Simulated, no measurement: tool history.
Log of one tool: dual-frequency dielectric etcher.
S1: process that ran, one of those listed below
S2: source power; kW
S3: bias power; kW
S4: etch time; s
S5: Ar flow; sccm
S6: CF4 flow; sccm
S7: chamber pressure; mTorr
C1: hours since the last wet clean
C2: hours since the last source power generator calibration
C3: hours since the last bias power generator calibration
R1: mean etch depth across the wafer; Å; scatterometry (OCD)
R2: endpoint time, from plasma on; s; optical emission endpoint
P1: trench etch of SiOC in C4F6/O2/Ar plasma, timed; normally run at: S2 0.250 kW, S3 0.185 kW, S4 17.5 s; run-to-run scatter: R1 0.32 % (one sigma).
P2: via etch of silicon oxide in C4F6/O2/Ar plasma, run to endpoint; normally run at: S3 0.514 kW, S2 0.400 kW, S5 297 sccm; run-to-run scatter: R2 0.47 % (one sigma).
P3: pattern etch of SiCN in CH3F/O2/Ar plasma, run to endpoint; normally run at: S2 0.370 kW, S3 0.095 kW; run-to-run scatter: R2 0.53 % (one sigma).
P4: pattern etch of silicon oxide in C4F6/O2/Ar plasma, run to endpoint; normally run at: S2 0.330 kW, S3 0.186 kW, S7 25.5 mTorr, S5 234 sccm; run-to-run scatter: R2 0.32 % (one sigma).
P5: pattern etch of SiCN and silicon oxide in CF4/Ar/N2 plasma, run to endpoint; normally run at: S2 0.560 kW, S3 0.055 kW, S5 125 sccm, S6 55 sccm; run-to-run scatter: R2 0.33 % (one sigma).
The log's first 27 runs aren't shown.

run   hour  S1     S2     S3    S4   S5  S6  S7     C1     C2      C3      R1      R2
 28  227.5  P1  0.250  0.251  17.5               596.6  730.9  2691.0  345.88
 29  233.2  P1  0.250  0.185  17.5               602.3  736.6  2696.7  309.99
 30  243.0  P5  0.560  0.055        125  35      612.1  746.4  2706.5          18.487
 31  250.8  P1  0.250  0.244  12.5               619.9  754.2  2714.3  244.85
 32  260.9  P3  0.370  0.122                     630.0  764.3  2724.4          26.424
 33  265.7  P1  0.250  0.185  17.5               634.8  769.1  2729.2  311.75
 34  273.8  P1  0.250  0.185  17.5               642.9  777.2  2737.3  309.87
 35  281.4  P1  0.250  0.185  17.5               650.5  784.8  2744.9  307.63
     287.6  -- wet clean of the chamber
 36  289.0  P1  0.250  0.185  17.5                 1.4  792.4  2752.5  308.02
 37  295.7  P1  0.250  0.185  17.5                 8.1  799.1  2759.2  307.79

Forecast run 38:
 38  303.1  P1  0.250  0.185  17.5              15.5  806.5  2766.6   ?

R1: 306.41 Å
